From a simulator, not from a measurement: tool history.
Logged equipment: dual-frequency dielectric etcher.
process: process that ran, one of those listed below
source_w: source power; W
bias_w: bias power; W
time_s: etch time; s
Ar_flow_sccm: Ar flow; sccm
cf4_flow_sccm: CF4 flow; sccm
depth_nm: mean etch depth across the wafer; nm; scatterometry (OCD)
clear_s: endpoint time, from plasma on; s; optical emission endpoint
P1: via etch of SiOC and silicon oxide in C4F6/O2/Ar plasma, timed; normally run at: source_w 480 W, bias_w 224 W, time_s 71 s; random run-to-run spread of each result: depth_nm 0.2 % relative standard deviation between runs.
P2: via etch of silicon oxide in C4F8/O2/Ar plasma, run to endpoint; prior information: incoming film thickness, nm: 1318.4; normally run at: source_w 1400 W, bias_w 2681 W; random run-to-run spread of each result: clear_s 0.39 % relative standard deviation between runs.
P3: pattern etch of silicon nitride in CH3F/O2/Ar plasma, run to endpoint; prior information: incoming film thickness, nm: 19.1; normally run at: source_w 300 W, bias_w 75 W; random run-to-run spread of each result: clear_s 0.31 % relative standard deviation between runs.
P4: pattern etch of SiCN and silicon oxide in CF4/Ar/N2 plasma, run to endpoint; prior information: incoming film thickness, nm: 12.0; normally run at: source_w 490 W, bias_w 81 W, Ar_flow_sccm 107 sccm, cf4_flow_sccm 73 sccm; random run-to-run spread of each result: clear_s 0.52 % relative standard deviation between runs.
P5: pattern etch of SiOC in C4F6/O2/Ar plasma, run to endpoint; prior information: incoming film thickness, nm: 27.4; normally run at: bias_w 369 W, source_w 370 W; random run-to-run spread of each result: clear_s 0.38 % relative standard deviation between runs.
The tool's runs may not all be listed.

Run 1, day 0.242: process P1, source_w 480 W, bias_w 224 W, time_s 71 s. Result: depth_nm 92.401 nm.
Run 2, day 0.588: process P4, source_w 490 W, bias_w 81 W, Ar_flow_sccm 64 sccm, cf4_flow_sccm 73 sccm. Result: clear_s 11.565 s.
Run 3, day 0.796: process P4, source_w 490 W, bias_w 81 W, Ar_flow_sccm 107 sccm, cf4_flow_sccm 103 sccm. Result: clear_s 11.901 s.
Run 4, day 1.004: process P3, source_w 300 W, bias_w 75 W. Result: clear_s 30.691 s.
Run 5, day 1.271: process P5, source_w 220 W, bias_w 369 W. Result: clear_s 12.712 s.
Run 6, day 1.558: process P4, source_w 290 W, bias_w 81 W, Ar_flow_sccm 107 sccm, cf4_flow_sccm 73 sccm. Result: clear_s 19.646 s.
Run 7, day 1.933: process P1, source_w 480 W, bias_w 170 W, time_s 71 s. Result: depth_nm 84.874 nm.
Run 8, day 2.346: process P5, source_w 370 W, bias_w 224 W. Result: clear_s 12.463 s.
Run 9, day 2.575: process P3, source_w 170 W, bias_w 75 W. Result: clear_s 38.015 s.
Run 10, day 2.779: process P2, source_w 980 W, bias_w 2681 W. Result: clear_s 313.15 s.
Run 11, day 3.058: process P1, source_w 480 W, bias_w 224 W, time_s 71 s. Result: depth_nm 92.347 nm.
Run 12, day 3.362: process P1, source_w 480 W, bias_w 296 W, time_s 71 s. Result: depth_nm 101.61 nm.
Run 13, day 3.746: process P4, source_w 490 W, bias_w 60 W, Ar_flow_sccm 107 sccm, cf4_flow_sccm 73 sccm. Result: clear_s 13.677 s.
Run 14, day 3.933: process P4, source_w 490 W, bias_w 81 W, Ar_flow_sccm 107 sccm, cf4_flow_sccm 73 sccm. Result: clear_s 12.434 s.
Run 15, day 4.25: process P1, source_w 670 W, bias_w 224 W, time_s 54 s. Result: depth_nm 80.091 nm.
Run 16, day 4.625: process P2, source_w 1400 W, bias_w 3655 W. Result: clear_s 245.72 s.
Run 17, day 5.038: process P1, source_w 480 W, bias_w 224 W, time_s 71 s. Result: depth_nm 92.606 nm.
Run 18, day 5.404: process P1, source_w 330 W, bias_w 224 W, time_s 71 s. Result: depth_nm 80.325 nm.
Run 19, day 5.642: process P1, source_w 480 W, bias_w 224 W, time_s 47.5 s. Result: depth_nm 62.151 nm.
Run 20, day 5.988: process P4, source_w 490 W, bias_w 81 W, Ar_flow_sccm 107 sccm, cf4_flow_sccm 73 sccm. Result: clear_s 12.403 s.
Run 21, day 6.296: process P1, source_w 400 W, bias_w 145 W, time_s 71 s. Result: depth_nm 75.203 nm.
Run 22, day 6.512: process P1, source_w 480 W, bias_w 303 W, time_s 42.5 s. Result: depth_nm 61.587 nm.
Run 23, day 6.704: process P1, source_w 480 W, bias_w 224 W, time_s 71 s. Result: depth_nm 92.746 nm.
Run 24, day 7.021: process P5, source_w 370 W, bias_w 369 W. Result: clear_s 10.503 s.
Run 25, day 7.217: process P2, source_w 1400 W, bias_w 2681 W. Result: clear_s 272.77 s.
Run 26, day 7.454: process P3, source_w 300 W, bias_w 61 W. Result: clear_s 33.066 s.
Run 27, day 7.808: process P5, source_w 370 W, bias_w 369 W. Result: clear_s 10.488 s.
Run 28, day 8.046: process P2, source_w 1400 W, bias_w 2681 W. Result: clear_s 271.72 s.
Run 29, day 8.329: process P1, source_w 640 W, bias_w 224 W, time_s 71 s. Result: depth_nm 103.56 nm.
Run 30, day 8.6: process P1, source_w 480 W, bias_w 224 W, time_s 71 s. Result: depth_nm 92.678 nm.
Run 31, day 8.846: process P1, source_w 480 W, bias_w 224 W, time_s 89 s. Result: depth_nm 116.35 nm.
Run 32, day 9.121: process P3, source_w 300 W, bias_w 75 W. Result: clear_s 30.941 s.
Run 33, day 9.317: process P1, source_w 480 W, bias_w 224 W, time_s 71 s. Result: depth_nm 92.872 nm.
Run 34, day 9.617: process P1, source_w 480 W, bias_w 224 W, time_s 71 s. Result: depth_nm 92.333 nm.
Run 35, day 9.842: process P1, source_w 480 W, bias_w 224 W, time_s 71 s. Result: depth_nm 91.846 nm.
Run 36, day 10.1: process P1, source_w 480 W, bias_w 224 W, time_s 71 s. Result: depth_nm 91.762 nm.
Run 37, day 10.308: process P1, source_w 480 W, bias_w 224 W, time_s 71 s. Result: depth_nm 92.044 nm.
Run 38, day 10.521: process P1, source_w 480 W, bias_w 224 W, time_s 71 s. Result: depth_nm 91.151 nm.
Run 39, day 10.838: process P1, source_w 480 W, bias_w 224 W, time_s 71 s. Result: depth_nm 91.545 nm.
At day 11.108: wet clean of the chamber.
Run 40, day 11.179: process P1, source_w 480 W, bias_w 224 W, time_s 71 s. Result: depth_nm 91.491 nm.

For run 41, what comes out?
Run 41, day 11.408: process P1, source_w 480 W, bias_w 224 W, time_s 71 s. Result: depth_nm ?.

Run 41 measured depth_nm 91.224 nm.

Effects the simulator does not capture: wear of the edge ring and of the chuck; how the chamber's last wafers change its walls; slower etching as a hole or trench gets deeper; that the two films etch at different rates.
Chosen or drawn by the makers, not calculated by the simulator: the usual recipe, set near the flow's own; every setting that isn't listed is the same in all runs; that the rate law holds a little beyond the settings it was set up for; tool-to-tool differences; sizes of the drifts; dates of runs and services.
